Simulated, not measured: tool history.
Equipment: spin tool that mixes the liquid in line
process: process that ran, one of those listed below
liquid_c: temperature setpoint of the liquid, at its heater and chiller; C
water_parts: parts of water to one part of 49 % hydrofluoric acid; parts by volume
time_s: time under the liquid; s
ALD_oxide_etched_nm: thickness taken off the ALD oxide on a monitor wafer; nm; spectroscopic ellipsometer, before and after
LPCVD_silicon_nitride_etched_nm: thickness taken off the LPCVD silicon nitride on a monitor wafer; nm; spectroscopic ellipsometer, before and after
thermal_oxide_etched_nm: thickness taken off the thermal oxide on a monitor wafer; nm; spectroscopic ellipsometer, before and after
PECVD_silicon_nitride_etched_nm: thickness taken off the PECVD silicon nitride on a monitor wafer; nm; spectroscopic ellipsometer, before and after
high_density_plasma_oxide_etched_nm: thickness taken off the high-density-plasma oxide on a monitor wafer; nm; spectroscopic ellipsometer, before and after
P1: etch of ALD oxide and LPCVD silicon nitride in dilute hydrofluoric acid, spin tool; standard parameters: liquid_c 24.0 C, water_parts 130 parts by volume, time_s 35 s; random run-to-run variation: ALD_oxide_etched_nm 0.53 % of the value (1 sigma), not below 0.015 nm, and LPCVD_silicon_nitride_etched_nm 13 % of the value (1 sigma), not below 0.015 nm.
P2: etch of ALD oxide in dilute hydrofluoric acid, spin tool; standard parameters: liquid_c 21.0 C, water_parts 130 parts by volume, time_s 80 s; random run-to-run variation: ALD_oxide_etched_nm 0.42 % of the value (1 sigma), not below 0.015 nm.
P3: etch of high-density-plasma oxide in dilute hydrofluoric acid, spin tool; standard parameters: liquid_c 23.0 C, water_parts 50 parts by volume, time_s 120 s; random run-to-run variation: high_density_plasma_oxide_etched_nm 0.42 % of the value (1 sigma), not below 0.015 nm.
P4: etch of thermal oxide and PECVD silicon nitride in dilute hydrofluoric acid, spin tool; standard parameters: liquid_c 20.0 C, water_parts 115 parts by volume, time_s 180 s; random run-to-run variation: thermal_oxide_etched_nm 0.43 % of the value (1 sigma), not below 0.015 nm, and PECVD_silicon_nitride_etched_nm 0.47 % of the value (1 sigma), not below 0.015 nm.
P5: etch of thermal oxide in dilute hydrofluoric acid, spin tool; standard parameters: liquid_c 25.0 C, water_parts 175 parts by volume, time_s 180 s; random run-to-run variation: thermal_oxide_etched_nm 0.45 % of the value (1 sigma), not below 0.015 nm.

run   hour  process  liquid_c  water_parts  time_s  hours since the thermometer was replaced  hours since the hydrofluoric acid flow meter was replaced  ALD_oxide_etched_nm  LPCVD_silicon_nitride_etched_nm  thermal_oxide_etched_nm  PECVD_silicon_nitride_etched_nm  high_density_plasma_oxide_etched_nm
  1    8.7       P1      24.0          130      35                                     588.3                                                     1247.2               5.3406                         0.196430
  2   17.2       P1      31.0          130      35                                     596.8                                                     1255.7               6.8839                         0.222280
  3   22.6       P1      19.0          130      35                                     602.2                                                     1261.1               4.4024                         0.088370
  4   30.3       P1      19.0          195      35                                     609.9                                                     1268.8               2.7786                         0.098762
  5   37.3       P1      24.0          130      35                                     616.9                                                     1275.8               5.4077                         0.128180
  6   46.1       P1      24.0          130      35                                     625.7                                                     1284.6               5.3562                         0.130430
  7   50.6       P2      21.0          130      80                                     630.2                                                     1289.1               5.1522
  8   58.2       P4      20.0          115     180                                     637.8                                                     1296.7                                                                         6.1295                           6.6170
  9   63.0       P5      31.5          175     180                                     642.6                                                     1301.5                                                                         5.6325
 10   68.9       P2      21.0          130      35                                     648.5                                                     1307.4               2.2585
 11   72.8       P3      28.0           50     120                                     652.4                                                     1311.3                                                                                                                                              15.7810
 12   78.6       P2      17.0          130      80                                     658.2                                                     1317.1               4.3265
 13   82.8       P2      21.0           70      80                                     662.4                                                     1321.3              10.2400
      85.2  -- hydrofluoric acid flow meter replaced
 14   87.5       P1      24.0          130      55                                     667.1                                                        2.3               8.4215                         0.290910
 15   94.5       P3      23.0           50     120                                     674.1                                                        9.3                                                                                                                                              12.8950
 16  101.7       P4      20.0          180     180                                     681.3                                                       16.5                                                                         3.6566                           4.3035
 17  105.9       P1      24.0          130      15                                     685.5                                                       20.7               2.3407                         0.048441
 18  111.0       P1      24.0          200      35                                     690.6                                                       25.8               3.2438                         0.086374
 19  117.3       P3      23.0           50      60                                     696.9                                                       32.1                                                                                                                                               6.4111
 20  122.2       P1      24.0          130      35                                     701.8                                                       37.0               5.3798                         0.160460
 21  130.8       P5      25.0          175     180                                     710.4                                                       45.6                                                                         4.4209
 22  136.2       P3      23.0           75     120                                     715.8                                                       51.0                                                                                                                                               8.3158
 23  143.4       P1      24.0           65      35                                     723.0                                                       58.2              11.5690                         0.371680
 24  152.2       P5      25.0          320     180                                     731.8                                                       67.0                                                                         2.0971
 25  158.0       P4      20.0          115      70                                     737.6                                                       72.8                                                                         2.3976                           2.5465
 26  162.4       P1      24.0          130      35                                     742.0                                                       77.2               5.3076                         0.128550
 27  169.5       P1      24.0          130      35                                     749.1                                                       84.3               5.3291                         0.124870

What will run 28 give?
 28  175.7       P4      26.5          115     180                                     755.3                                                       90.5                                                                              ?                                ?

Run 28 produced thermal_oxide_etched_nm 7.9634 nm, PECVD_silicon_nitride_etched_nm 10.1940 nm.
